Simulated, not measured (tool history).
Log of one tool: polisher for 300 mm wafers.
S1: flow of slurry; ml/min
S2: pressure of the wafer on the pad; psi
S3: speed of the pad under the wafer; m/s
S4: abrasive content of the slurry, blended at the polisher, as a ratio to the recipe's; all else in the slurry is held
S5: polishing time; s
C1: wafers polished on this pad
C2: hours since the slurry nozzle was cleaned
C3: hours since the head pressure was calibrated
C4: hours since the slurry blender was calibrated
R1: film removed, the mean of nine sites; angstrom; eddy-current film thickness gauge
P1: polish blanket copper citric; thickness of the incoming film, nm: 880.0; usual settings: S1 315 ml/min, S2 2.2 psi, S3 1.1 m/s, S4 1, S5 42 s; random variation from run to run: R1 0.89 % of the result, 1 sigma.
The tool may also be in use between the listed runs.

run 1 hour=6.9 | S1=315 S2=2.2 S3=1.1 S4=1 S5=42 | C1=309 C2=186.1 C3=102.9 C4=60.6 | R1=913.25
run 2 hour=11.3 | S1=315 S2=2.2 S3=1.1 S4=1 S5=42 | C1=367 C2=190.5 C3=107.3 C4=65 | R1=916.7
run 3 hour=19.4 | S1=315 S2=2.2 S3=1.44 S4=1 S5=42 | C1=472 C2=198.6 C3=115.4 C4=73.1 | R1=1197.5
-- hour=21.7 slurry nozzle cleaned
run 4 hour=27.4 | S1=315 S2=1.2 S3=1.1 S4=1 S5=42 | C1=576 C2=5.8 C3=123.4 C4=81.1 | R1=506.33
run 5 hour=36.3 | S1=315 S2=2.2 S3=1.1 S4=1 S5=53 | C1=692 C2=14.7 C3=132.3 C4=90 | R1=1147.9
run 6 hour=40.6 | S1=315 S2=3.5 S3=1.1 S4=1 S5=42 | C1=748 C2=19 C3=136.6 C4=94.3 | R1=1445.2
run 7 hour=49.5 | S1=315 S2=3.2 S3=1.64 S4=1 S5=42 | C1=864 C2=27.9 C3=145.5 C4=103.2 | R1=1977.5
run 8 hour=53.7 | S1=315 S2=2.2 S3=1.1 S4=1 S5=42 | C1=919 C2=32.1 C3=149.7 C4=107.4 | R1=918.34
run 9 hour=59.6 | S1=410 S2=3.4 S3=1.1 S4=1 S5=42 | C1=996 C2=38 C3=155.6 C4=113.3 | R1=1425.9
run 10 hour=68.5 | S1=190 S2=2.2 S3=1.38 S4=1 S5=42 | C1=1111 C2=46.9 C3=164.5 C4=122.2 | R1=1079.9
run 11 hour=77.4 | S1=315 S2=2.2 S3=1.1 S4=1.45 S5=42 | C1=1227 C2=55.8 C3=173.4 C4=131.1 | R1=989.36
run 12 hour=82.3 | S1=315 S2=2.2 S3=1.1 S4=1 S5=42 | C1=1291 C2=60.7 C3=178.3 C4=136 | R1=920.69
run 13 hour=88.6 | S1=465 S2=2.2 S3=1.1 S4=1 S5=42 | C1=1373 C2=67 C3=184.6 C4=142.3 | R1=920.18
run 14 hour=97.2 | S1=315 S2=2.2 S3=0.52 S4=1 S5=42 | C1=1485 C2=75.6 C3=193.2 C4=150.9 | R1=444.68
run 15 hour=104.8 | S1=315 S2=2.2 S3=1.1 S4=0.5 S5=42 | C1=1584 C2=83.2 C3=200.8 C4=158.5 | R1=794.97
run 16 hour=113.4 | S1=190 S2=2.2 S3=1.1 S4=1 S5=42 | C1=1696 C2=91.8 C3=209.4 C4=167.1 | R1=869.6
run 17 hour=118.7 | S1=315 S2=2.2 S3=1.1 S4=1 S5=42 | C1=1765 C2=97.1 C3=214.7 C4=172.4 | R1=912.96
run 18 hour=127.7 | S1=315 S2=2.2 S3=1.1 S4=1 S5=20 | C1=1882 C2=106.1 C3=223.7 C4=181.4 | R1=437.04
run 19 hour=134.9 | S1=315 S2=2.2 S3=1.1 S4=1 S5=42 | C1=1976 C2=113.3 C3=230.9 C4=188.6 | R1=911.73
run 20 hour=140.2 | S1=315 S2=2.2 S3=1.1 S4=1 S5=42 | C1=2045 C2=118.6 C3=236.2 C4=193.9 | R1=914.41
run 21 hour=145.4 | S1=315 S2=2.2 S3=1.1 S4=1 S5=42 | C1=2113 C2=123.8 C3=241.4 C4=199.1 | R1=881.12
run 22 hour=154.1 | S1=315 S2=2.2 S3=1.1 S4=1 S5=42 | C1=2226 C2=132.5 C3=250.1 C4=207.8 | R1=865.87
run 23 hour=158.5 | S1=315 S2=2.2 S3=1.1 S4=1 S5=42 | C1=2283 C2=136.9 C3=254.5 C4=212.2 | R1=865.68
-- hour=164 worn pad replaced by a new one
run 24 hour=165.6 | S1=315 S2=2.2 S3=1.1 S4=1 S5=42 | C1=21 C2=144 C3=261.6 C4=219.3 | R1=861.5
-- hour=166.4 slurry blender recalibrated
run 25 hour=171.8 | S1=315 S2=2.2 S3=1.1 S4=1 S5=42 | C1=101 C2=150.2 C3=267.8 C4=5.4 | R1=856.21
run 26 hour=177.2 | S1=315 S2=2.2 S3=1.1 S4=1 S5=42 | C1=172 C2=155.6 C3=273.2 C4=10.8 | R1=854.26
run 27 hour=186.4 | S1=315 S2=2.2 S3=1.1 S4=1 S5=42 | C1=291 C2=164.8 C3=282.4 C4=20 | R1=866.54

What P1 gives has crept away from where it was. These 2 causes fit the log equally well, each at the size given:
A: slurry flow missing at the pad, % = 39
B: head's pressure below its setpoint, % = 5.4
The creep began at about hour 134.9.
Why every other cause is out:
removal rate lost through wear of the pad, %: serviced at hour 164, which brought nothing back
abrasive missing from the slurry, %: serviced at hour 166.4, which brought nothing back

4 check runs are offered, each on 5 wafers whose results are averaged, their results left as question marks. Which one tells the causes apart?
run check 1 hour=195.6 | S1=315 S2=2.2 S3=0.56 S4=1 S5=20 | R1=?
run check 2 hour=195.6 | S1=315 S2=3.3 S3=1.1 S4=0.6 S5=42 | R1=?
run check 3 hour=195.6 | S1=190 S2=2.2 S3=1.1 S4=1 S5=42 | R1=?
run check 4 hour=195.6 | S1=315 S2=1.7 S3=1.1 S4=1 S5=42 | R1=?

What each check would give under each cause:
check=check_1 result=R1 if_A=215.52 if_B=215.84
check=check_2 result=R1 if_A=1154.4 if_B=1153.7
check=check_3 result=R1 if_A=791.59 if_B=817.74
check=check_4 result=R1 if_A=673.68 if_B=673.97
How far apart the two closest causes lie, in the result that separates them most: check 1 0.15 %; check 2 0.06 %; check 3 3.25 %; check 4 0.04 %
Only check 3 tells the causes apart: in the others they would give nearly the same result.

Check 3 was then run and gave: R1 817.87 angstrom. Which cause is it?

It is B: head's pressure below its setpoint, %.
